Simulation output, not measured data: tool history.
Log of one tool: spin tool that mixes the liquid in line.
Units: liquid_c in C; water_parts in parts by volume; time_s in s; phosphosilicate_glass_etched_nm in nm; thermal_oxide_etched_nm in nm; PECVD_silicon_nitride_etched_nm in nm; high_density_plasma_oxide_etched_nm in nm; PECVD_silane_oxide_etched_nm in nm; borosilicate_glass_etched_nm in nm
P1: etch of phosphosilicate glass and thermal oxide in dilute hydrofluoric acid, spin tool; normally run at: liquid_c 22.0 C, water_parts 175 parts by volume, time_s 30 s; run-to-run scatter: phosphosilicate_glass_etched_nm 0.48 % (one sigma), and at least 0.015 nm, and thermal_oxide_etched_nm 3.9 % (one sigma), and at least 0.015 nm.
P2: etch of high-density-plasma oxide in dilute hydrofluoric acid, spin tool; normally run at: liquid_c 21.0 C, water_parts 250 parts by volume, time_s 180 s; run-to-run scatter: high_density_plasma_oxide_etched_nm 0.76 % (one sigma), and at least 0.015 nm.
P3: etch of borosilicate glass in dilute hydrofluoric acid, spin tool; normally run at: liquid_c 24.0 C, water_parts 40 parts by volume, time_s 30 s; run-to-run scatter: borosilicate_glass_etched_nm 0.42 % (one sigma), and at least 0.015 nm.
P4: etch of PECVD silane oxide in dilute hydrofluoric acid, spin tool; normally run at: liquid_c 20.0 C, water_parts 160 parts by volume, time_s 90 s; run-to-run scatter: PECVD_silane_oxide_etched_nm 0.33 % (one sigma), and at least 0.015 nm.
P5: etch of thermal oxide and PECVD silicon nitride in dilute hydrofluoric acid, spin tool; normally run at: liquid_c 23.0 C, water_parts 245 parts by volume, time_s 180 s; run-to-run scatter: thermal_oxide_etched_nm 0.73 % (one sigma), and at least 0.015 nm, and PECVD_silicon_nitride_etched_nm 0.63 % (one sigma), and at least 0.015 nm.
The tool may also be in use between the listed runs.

run	hour	process	liquid_c	water_parts	time_s	hours since the thermometer was replaced	hours since the hydrofluoric acid flow meter was replaced	phosphosilicate_glass_etched_nm	thermal_oxide_etched_nm	PECVD_silicon_nitride_etched_nm	high_density_plasma_oxide_etched_nm	PECVD_silane_oxide_etched_nm	borosilicate_glass_etched_nm
1	11.8	P1	22.0	175	30	555.8	1190.1	15.0910	0.71940				
2	21.7	P5	17.0	245	180	565.7	1200.0		2.15580	2.5613			
3	32.7	P2	17.0	250	180	576.7	1211.0				2.8091		
4	45.7	P1	22.0	105	30	589.7	1224.0	27.2040	1.39240				
5	55.8	P1	22.0	275	30	599.8	1234.1	8.6535	0.41346				
6	64.6	P1	22.0	175	30	608.6	1242.9	15.0040	0.68244				
7	71.1	P1	22.0	175	15	615.1	1249.4	7.5638	0.35196				
8	83.4	P5	23.0	245	345	627.4	1261.7		5.10490	7.2952			
9	91.8	P5	23.0	245	180	635.8	1270.1		2.70450	3.7975			
10	104.2	P4	20.0	160	90	648.2	1282.5					16.3850	
11	113.4	P2	21.0	415	180	657.4	1291.7				1.7029		
12	120.7	P3	24.0	40	15	664.7	1299.0						11.272
13	129.0	P4	20.0	245	90	673.0	1307.3					9.9136	
14	135.0	P3	24.0	70	30	679.0	1313.3						12.300
15	142.6	P1	22.0	175	30	686.6	1320.9	15.0760	0.69367				
16	151.4	P2	21.0	250	335	695.4	1329.7				6.0674		
17	160.3	P5	23.0	65	180	704.3	1338.6		12.31200	14.0260			
18	169.9	P3	17.5	40	30	713.9	1348.2						17.215
19	182.4	P3	24.0	40	30	726.4	1360.7						22.544
20	189.4	P1	30.0	175	30	733.4	1367.7	20.1330	0.95161				
21	199.6	P1	22.0	175	30	743.6	1377.9	15.1130	0.68545				
22	205.9	P1	18.5	235	30	749.9	1384.2	9.1868	0.42155				
23	211.8	P1	22.0	175	50	755.8	1390.1	24.9840	1.16110				
24	219.8	P2	21.0	250	180	763.8	1398.1				3.2086		
25	227.9	P4	20.0	160	20	771.9	1406.2					3.6401	
26	238.1	P1	17.0	175	30	782.1	1416.4	12.2850	0.54764				
27	244.1	P4	27.5	160	90	788.1	1422.4					21.7940	
28	254.0	P5	23.0	245	180	798.0	1432.3		2.63480	3.8637			
29	267.0	P1	22.0	175	30	811.0	1445.3	15.0870	0.76901				
30	279.7	P1	22.0	175	30	823.7	1458.0	15.1850	0.70423				
31	288.3	P1	22.0	175	30	832.3	1466.6	15.6170	0.70326				
32	301.5	P1	22.0	175	30	845.5	1479.8	15.7330	0.74069				
33	308.7	P1	22.0	175	30	852.7	1487.0	15.9960	0.73545				
34	314.4	P1	22.0	175	30	858.4	1492.7	15.9300	0.76198				

Forecast run 35:
35	322.0	P1	22.0	175	30	866.0	1500.3	?	?				

{"run 35": {"phosphosilicate_glass_etched_nm": 15.95, "thermal_oxide_etched_nm": 0.81663}}
